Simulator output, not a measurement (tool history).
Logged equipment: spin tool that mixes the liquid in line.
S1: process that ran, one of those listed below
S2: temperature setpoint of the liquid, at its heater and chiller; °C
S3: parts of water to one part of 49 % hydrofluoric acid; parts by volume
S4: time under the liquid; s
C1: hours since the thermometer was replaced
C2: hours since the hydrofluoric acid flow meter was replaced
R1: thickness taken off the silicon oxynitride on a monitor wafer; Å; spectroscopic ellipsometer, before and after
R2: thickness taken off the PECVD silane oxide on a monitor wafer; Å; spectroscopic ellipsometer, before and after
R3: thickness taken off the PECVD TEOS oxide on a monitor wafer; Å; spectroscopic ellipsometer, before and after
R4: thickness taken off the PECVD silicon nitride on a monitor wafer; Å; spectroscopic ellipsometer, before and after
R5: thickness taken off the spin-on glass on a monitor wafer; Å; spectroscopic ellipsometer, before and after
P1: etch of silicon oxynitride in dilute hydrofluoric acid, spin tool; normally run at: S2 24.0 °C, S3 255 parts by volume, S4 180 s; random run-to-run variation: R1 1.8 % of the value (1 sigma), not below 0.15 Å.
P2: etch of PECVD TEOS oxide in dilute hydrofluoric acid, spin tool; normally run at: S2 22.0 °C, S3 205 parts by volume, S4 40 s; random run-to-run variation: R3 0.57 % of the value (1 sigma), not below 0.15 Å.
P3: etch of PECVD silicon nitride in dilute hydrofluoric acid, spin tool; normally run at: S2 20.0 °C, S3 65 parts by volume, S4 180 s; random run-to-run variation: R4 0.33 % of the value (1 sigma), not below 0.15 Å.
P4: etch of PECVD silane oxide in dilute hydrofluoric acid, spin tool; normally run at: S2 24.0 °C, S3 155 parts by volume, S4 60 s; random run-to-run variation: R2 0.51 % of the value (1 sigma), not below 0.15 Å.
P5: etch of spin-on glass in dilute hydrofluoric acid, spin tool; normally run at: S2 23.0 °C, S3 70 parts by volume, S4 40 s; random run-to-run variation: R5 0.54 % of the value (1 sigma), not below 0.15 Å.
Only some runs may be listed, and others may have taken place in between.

run	hour	S1	S2	S3	S4	C1	C2	R1	R2	R3	R4	R5
1	8.2	P1	24.0	255	180	399.1	1040.1	14.5120				
2	16.2	P1	24.0	255	180	407.1	1048.1	14.1370				
3	26.4	P4	24.0	80	60	417.3	1058.3		172.890			
# hour 35.4: hydrofluoric acid flow meter replaced
4	36.7	P2	22.0	205	40	427.6	1.3			46.388		
5	48.2	P3	20.0	65	360	439.1	12.8				151.540	
6	57.1	P2	28.5	205	40	448.0	21.7			58.063		
7	64.7	P1	20.5	255	15	455.6	29.3	1.1906				
8	76.8	P2	22.0	115	40	467.7	41.4			90.037		
9	83.4	P2	22.0	205	15	474.3	48.0			17.119		
10	92.9	P1	24.0	255	180	483.8	57.5	14.5230				
11	100.0	P1	24.0	110	180	490.9	64.6	38.1340				
12	106.9	P3	20.0	20	180	497.8	71.5				235.420	
13	116.4	P5	23.0	70	40	507.3	81.0					351.62
14	122.8	P1	17.0	425	180	513.7	87.4	5.8391				
15	133.7	P5	23.0	70	15	524.6	98.3					131.71
16	141.2	P4	24.0	155	60	532.1	105.8		82.052			
17	147.2	P1	17.0	255	180	538.1	111.8	10.6360				
18	158.6	P5	23.0	70	40	549.5	123.2					350.79
19	169.0	P1	24.0	255	180	559.9	133.6	14.6220				
20	177.2	P1	24.0	455	180	568.1	141.8	7.5415				
21	185.7	P3	20.0	65	180	576.6	150.3				75.808	
22	193.8	P1	24.0	255	355	584.7	158.4	28.3610				
23	202.6	P4	24.0	155	100	593.5	167.2		136.230			
24	215.3	P4	24.0	155	60	606.2	179.9		82.333			
25	222.2	P1	24.0	255	180	613.1	186.8	14.9070				
26	232.5	P1	24.0	255	70	623.4	197.1	5.4600				
27	241.6	P2	22.0	205	40	632.5	206.2			46.049		

Run 28 has not been measured yet. What should we expect?
28	251.2	P1	24.0	255	180	642.1	215.8	?				

Run 28 came out at R1 14.6490 Å.
